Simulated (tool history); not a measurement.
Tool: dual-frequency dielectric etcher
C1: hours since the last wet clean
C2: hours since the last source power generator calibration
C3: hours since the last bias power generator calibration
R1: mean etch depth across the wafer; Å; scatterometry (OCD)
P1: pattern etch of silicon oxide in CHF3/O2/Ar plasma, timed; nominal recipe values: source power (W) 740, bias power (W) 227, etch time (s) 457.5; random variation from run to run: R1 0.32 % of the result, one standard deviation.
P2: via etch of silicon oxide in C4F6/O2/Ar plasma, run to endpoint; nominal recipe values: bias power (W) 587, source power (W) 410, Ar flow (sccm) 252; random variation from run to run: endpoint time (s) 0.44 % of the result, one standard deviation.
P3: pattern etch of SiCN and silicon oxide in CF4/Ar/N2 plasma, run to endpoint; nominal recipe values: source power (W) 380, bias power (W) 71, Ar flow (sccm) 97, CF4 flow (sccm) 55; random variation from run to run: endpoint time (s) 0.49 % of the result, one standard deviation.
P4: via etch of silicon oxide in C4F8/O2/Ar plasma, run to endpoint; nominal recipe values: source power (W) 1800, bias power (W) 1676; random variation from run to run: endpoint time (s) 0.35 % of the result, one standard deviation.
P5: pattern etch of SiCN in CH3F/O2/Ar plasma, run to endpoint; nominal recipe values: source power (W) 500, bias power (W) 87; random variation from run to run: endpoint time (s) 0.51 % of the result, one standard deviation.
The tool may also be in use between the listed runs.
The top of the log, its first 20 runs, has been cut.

Run 21, hour 287.5: process that ran P1, source power (W) 740, bias power (W) 227, etch time (s) 350.5; C1 115.3; C2 1011.2; C3 1450.2. Result: R1 8248.5 Å.
Run 22, hour 302.1: process that ran P1, source power (W) 740, bias power (W) 156, etch time (s) 582; C1 129.9; C2 1025.8; C3 1464.8. Result: R1 11993 Å.
Run 23, hour 312.1: process that ran P3, source power (W) 380, bias power (W) 71, Ar flow (sccm) 97, CF4 flow (sccm) 55; C1 139.9; C2 1035.8; C3 1474.8. Result: endpoint time (s) 14.474.
Run 24, hour 329.9: process that ran P3, source power (W) 380, bias power (W) 71, Ar flow (sccm) 117, CF4 flow (sccm) 55; C1 157.7; C2 1053.6; C3 1492.6. Result: endpoint time (s) 15.013.
Run 25, hour 343.9: process that ran P5, source power (W) 640, bias power (W) 87; C1 171.7; C2 1067.6; C3 1506.6. Result: endpoint time (s) 11.998.
Run 26, hour 355: process that ran P2, source power (W) 410, bias power (W) 587, Ar flow (sccm) 252; C1 182.8; C2 1078.7; C3 1517.7. Result: endpoint time (s) 24.663.
Run 27, hour 370.2: process that ran P1, source power (W) 740, bias power (W) 227, etch time (s) 457.5; C1 198; C2 1093.9; C3 1532.9. Result: R1 10608 Å.
Run 28, hour 379.6: process that ran P1, source power (W) 740, bias power (W) 269, etch time (s) 457.5; C1 207.4; C2 1103.3; C3 1542.3. Result: R1 11288 Å.
Run 29, hour 396.9: process that ran P4, source power (W) 1800, bias power (W) 1310; C1 224.7; C2 1120.6; C3 1559.6. Result: endpoint time (s) 198.89.
Run 30, hour 413.3: process that ran P4, source power (W) 1800, bias power (W) 1676; C1 241.1; C2 1137; C3 1576. Result: endpoint time (s) 186.24.
Run 31, hour 427.4: process that ran P3, source power (W) 380, bias power (W) 71, Ar flow (sccm) 97, CF4 flow (sccm) 55; C1 255.2; C2 1151.1; C3 1590.1. Result: endpoint time (s) 14.629.
Run 32, hour 443.1: process that ran P1, source power (W) 740, bias power (W) 227, etch time (s) 457.5; C1 270.9; C2 1166.8; C3 1605.8. Result: R1 10715 Å.

Run 33 is up next; what results do you expect?
Run 33, hour 457.2: process that ran P1, source power (W) 740, bias power (W) 227, etch time (s) 457.5; C1 285; C2 1180.9; C3 1619.9. Result: R1 ?.

R1: 10707 Å
